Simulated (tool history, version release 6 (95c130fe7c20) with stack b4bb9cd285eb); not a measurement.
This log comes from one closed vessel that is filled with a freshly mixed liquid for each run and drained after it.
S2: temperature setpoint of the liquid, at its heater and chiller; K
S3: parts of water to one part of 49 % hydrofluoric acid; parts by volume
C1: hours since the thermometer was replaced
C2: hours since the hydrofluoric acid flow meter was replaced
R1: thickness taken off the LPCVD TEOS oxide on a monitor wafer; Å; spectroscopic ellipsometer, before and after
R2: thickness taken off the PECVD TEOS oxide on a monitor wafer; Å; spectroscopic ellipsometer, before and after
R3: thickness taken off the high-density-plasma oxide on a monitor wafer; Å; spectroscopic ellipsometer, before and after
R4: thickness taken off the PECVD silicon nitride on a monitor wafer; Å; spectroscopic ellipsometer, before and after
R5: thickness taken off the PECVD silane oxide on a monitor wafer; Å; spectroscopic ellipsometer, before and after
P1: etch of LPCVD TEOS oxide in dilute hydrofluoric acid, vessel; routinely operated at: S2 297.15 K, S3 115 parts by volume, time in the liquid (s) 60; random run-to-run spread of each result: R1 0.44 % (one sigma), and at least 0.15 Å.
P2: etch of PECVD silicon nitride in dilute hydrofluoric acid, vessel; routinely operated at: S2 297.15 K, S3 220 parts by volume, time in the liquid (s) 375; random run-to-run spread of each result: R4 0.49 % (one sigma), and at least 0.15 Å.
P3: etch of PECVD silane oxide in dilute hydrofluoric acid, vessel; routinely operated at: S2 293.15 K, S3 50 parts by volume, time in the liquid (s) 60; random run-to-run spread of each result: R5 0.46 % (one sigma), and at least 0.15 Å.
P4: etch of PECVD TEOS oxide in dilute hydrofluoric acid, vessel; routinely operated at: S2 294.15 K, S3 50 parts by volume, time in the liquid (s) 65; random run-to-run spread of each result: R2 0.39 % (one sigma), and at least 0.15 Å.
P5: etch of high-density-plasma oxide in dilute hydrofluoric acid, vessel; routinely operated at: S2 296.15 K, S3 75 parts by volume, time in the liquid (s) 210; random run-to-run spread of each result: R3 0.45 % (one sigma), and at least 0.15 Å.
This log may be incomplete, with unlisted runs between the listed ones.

run 1 hour=11.3 | process_that_ran=P1 S2=297.15 S3=115 time_in_the_liquid_(s)=60 | C1=325.3 C2=315.4 | R1=94.27
run 2 hour=23.9 | process_that_ran=P1 S2=297.15 S3=115 time_in_the_liquid_(s)=60 | C1=337.9 C2=328 | R1=94.036
run 3 hour=36.6 | process_that_ran=P4 S2=301.65 S3=50 time_in_the_liquid_(s)=65 | C1=350.6 C2=340.7 | R2=386.6
run 4 hour=48.5 | process_that_ran=P5 S2=296.15 S3=20 time_in_the_liquid_(s)=210 | C1=362.5 C2=352.6 | R3=549.22
run 5 hour=54.6 | process_that_ran=P2 S2=297.15 S3=220 time_in_the_liquid_(s)=375 | C1=368.6 C2=358.7 | R4=79.004
run 6 hour=67.7 | process_that_ran=P5 S2=290.15 S3=75 time_in_the_liquid_(s)=210 | C1=381.7 C2=371.8 | R3=106.93
run 7 hour=75.8 | process_that_ran=P2 S2=297.15 S3=220 time_in_the_liquid_(s)=375 | C1=389.8 C2=379.9 | R4=77.895
run 8 hour=85.2 | process_that_ran=P5 S2=296.15 S3=75 time_in_the_liquid_(s)=30 | C1=399.2 C2=389.3 | R3=19.913
run 9 hour=94.3 | process_that_ran=P3 S2=293.15 S3=50 time_in_the_liquid_(s)=60 | C1=408.3 C2=398.4 | R5=396.24
run 10 hour=107.2 | process_that_ran=P5 S2=296.15 S3=75 time_in_the_liquid_(s)=210 | C1=421.2 C2=411.3 | R3=136.65
run 11 hour=116.8 | process_that_ran=P1 S2=297.15 S3=115 time_in_the_liquid_(s)=60 | C1=430.8 C2=420.9 | R1=94.342
run 12 hour=129.5 | process_that_ran=P3 S2=301.15 S3=50 time_in_the_liquid_(s)=60 | C1=443.5 C2=433.6 | R5=552.15
run 13 hour=138.4 | process_that_ran=P4 S2=294.15 S3=50 time_in_the_liquid_(s)=65 | C1=452.4 C2=442.5 | R2=285.49
run 14 hour=147.3 | process_that_ran=P1 S2=297.15 S3=115 time_in_the_liquid_(s)=60 | C1=461.3 C2=451.4 | R1=94.526
run 15 hour=157.4 | process_that_ran=P3 S2=293.15 S3=50 time_in_the_liquid_(s)=95 | C1=471.4 C2=461.5 | R5=633.53
run 16 hour=169.7 | process_that_ran=P3 S2=293.15 S3=20 time_in_the_liquid_(s)=60 | C1=483.7 C2=473.8 | R5=1035.2
run 17 hour=175.9 | process_that_ran=P1 S2=297.15 S3=115 time_in_the_liquid_(s)=60 | C1=489.9 C2=480 | R1=95.087
run 18 hour=188.4 | process_that_ran=P1 S2=302.15 S3=115 time_in_the_liquid_(s)=60 | C1=502.4 C2=492.5 | R1=114.74
run 19 hour=194.2 | process_that_ran=P2 S2=297.15 S3=220 time_in_the_liquid_(s)=725 | C1=508.2 C2=498.3 | R4=152.22
run 20 hour=201.8 | process_that_ran=P2 S2=297.15 S3=355 time_in_the_liquid_(s)=375 | C1=515.8 C2=505.9 | R4=48.986
run 21 hour=210.6 | process_that_ran=P1 S2=297.15 S3=210 time_in_the_liquid_(s)=60 | C1=524.6 C2=514.7 | R1=46.302
run 22 hour=222.4 | process_that_ran=P1 S2=297.15 S3=115 time_in_the_liquid_(s)=60 | C1=536.4 C2=526.5 | R1=94.022
run 23 hour=228.2 | process_that_ran=P2 S2=290.15 S3=220 time_in_the_liquid_(s)=375 | C1=542.2 C2=532.3 | R4=49.932
run 24 hour=234.3 | process_that_ran=P4 S2=294.15 S3=50 time_in_the_liquid_(s)=65 | C1=548.3 C2=538.4 | R2=283.37
run 25 hour=246.6 | process_that_ran=P1 S2=297.15 S3=115 time_in_the_liquid_(s)=30 | C1=560.6 C2=550.7 | R1=47.292
run 26 hour=253.7 | process_that_ran=P1 S2=297.15 S3=65 time_in_the_liquid_(s)=60 | C1=567.7 C2=557.8 | R1=178.22
run 27 hour=260.8 | process_that_ran=P1 S2=297.15 S3=115 time_in_the_liquid_(s)=60 | C1=574.8 C2=564.9 | R1=94.434
run 28 hour=272.3 | process_that_ran=P1 S2=297.15 S3=165 time_in_the_liquid_(s)=115 | C1=586.3 C2=576.4 | R1=118.7
run 29 hour=278.2 | process_that_ran=P4 S2=294.15 S3=50 time_in_the_liquid_(s)=30 | C1=592.2 C2=582.3 | R2=131.49
run 30 hour=286.3 | process_that_ran=P4 S2=294.15 S3=85 time_in_the_liquid_(s)=65 | C1=600.3 C2=590.4 | R2=160.76
run 31 hour=298.8 | process_that_ran=P1 S2=290.15 S3=115 time_in_the_liquid_(s)=60 | C1=612.8 C2=602.9 | R1=70.611
run 32 hour=308.4 | process_that_ran=P1 S2=297.15 S3=115 time_in_the_liquid_(s)=115 | C1=622.4 C2=612.5 | R1=180.18
run 33 hour=319 | process_that_ran=P1 S2=297.15 S3=115 time_in_the_liquid_(s)=60 | C1=633 C2=623.1 | R1=93.839
run 34 hour=326 | process_that_ran=P1 S2=297.15 S3=115 time_in_the_liquid_(s)=60 | C1=640 C2=630.1 | R1=91.182
run 35 hour=333.8 | process_that_ran=P1 S2=297.15 S3=115 time_in_the_liquid_(s)=60 | C1=647.8 C2=637.9 | R1=89.905
run 36 hour=340.8 | process_that_ran=P1 S2=297.15 S3=115 time_in_the_liquid_(s)=60 | C1=654.8 C2=644.9 | R1=88.592
run 37 hour=346.4 | process_that_ran=P1 S2=297.15 S3=115 time_in_the_liquid_(s)=60 | C1=660.4 C2=650.5 | R1=87.261
run 38 hour=358 | process_that_ran=P1 S2=297.15 S3=115 time_in_the_liquid_(s)=60 | C1=672 C2=662.1 | R1=87.243
run 39 hour=368.1 | process_that_ran=P1 S2=297.15 S3=115 time_in_the_liquid_(s)=60 | C1=682.1 C2=672.2 | R1=86.113
run 40 hour=378.6 | process_that_ran=P1 S2=297.15 S3=115 time_in_the_liquid_(s)=60 | C1=692.6 C2=682.7 | R1=86.529
run 41 hour=386.1 | process_that_ran=P1 S2=297.15 S3=115 time_in_the_liquid_(s)=60 | C1=700.1 C2=690.2 | R1=86.142
run 42 hour=392.1 | process_that_ran=P1 S2=297.15 S3=115 time_in_the_liquid_(s)=60 | C1=706.1 C2=696.2 | R1=86.641

Compared with where it was, what P1 gives has crept away. Each cause listed below fits the log as well as the rest, at the size given for it:
A: hydrofluoric acid flow below the setpoint (%) = 7.71
B: liquid colder than its thermometer reads (K) = 2.32
Creep in the process output first set in at about hour 319.

Each of the 4 check runs below uses one wafer; its results are left as question marks. Which run tells the causes apart?
run check 1 hour=398.1 | process_that_ran=P3 S2=298.65 S3=50 time_in_the_liquid_(s)=85 | R5=?
run check 2 hour=398.1 | process_that_ran=P5 S2=292.15 S3=75 time_in_the_liquid_(s)=30 | R3=?
run check 3 hour=398.1 | process_that_ran=P4 S2=294.15 S3=80 time_in_the_liquid_(s)=30 | R2=?
run check 4 hour=398.1 | process_that_ran=P2 S2=292.15 S3=295 time_in_the_liquid_(s)=375 | R4=?

Check results expected under each cause:
check=check_1 result=R5 if_A=649.88 if_B=643.93
check=check_2 result=R3 if_A=15.208 if_B=15.037
check=check_3 result=R2 if_A=72.508 if_B=71.884
check=check_4 result=R4 if_A=39.64 if_B=36.822
Distance between the nearest two causes, measured in the result of the check that separates them most: check 1 0.92 %; check 2 1.13 %; check 3 0.86 %; check 4 7.38 %
Only check 4 tells the causes apart: in the others they would give nearly the same result.

With check 4 done, the readings were: R4 39.863 Å. Identify which of the listed causes applies.

The cause is A: hydrofluoric acid flow below the setpoint (%).

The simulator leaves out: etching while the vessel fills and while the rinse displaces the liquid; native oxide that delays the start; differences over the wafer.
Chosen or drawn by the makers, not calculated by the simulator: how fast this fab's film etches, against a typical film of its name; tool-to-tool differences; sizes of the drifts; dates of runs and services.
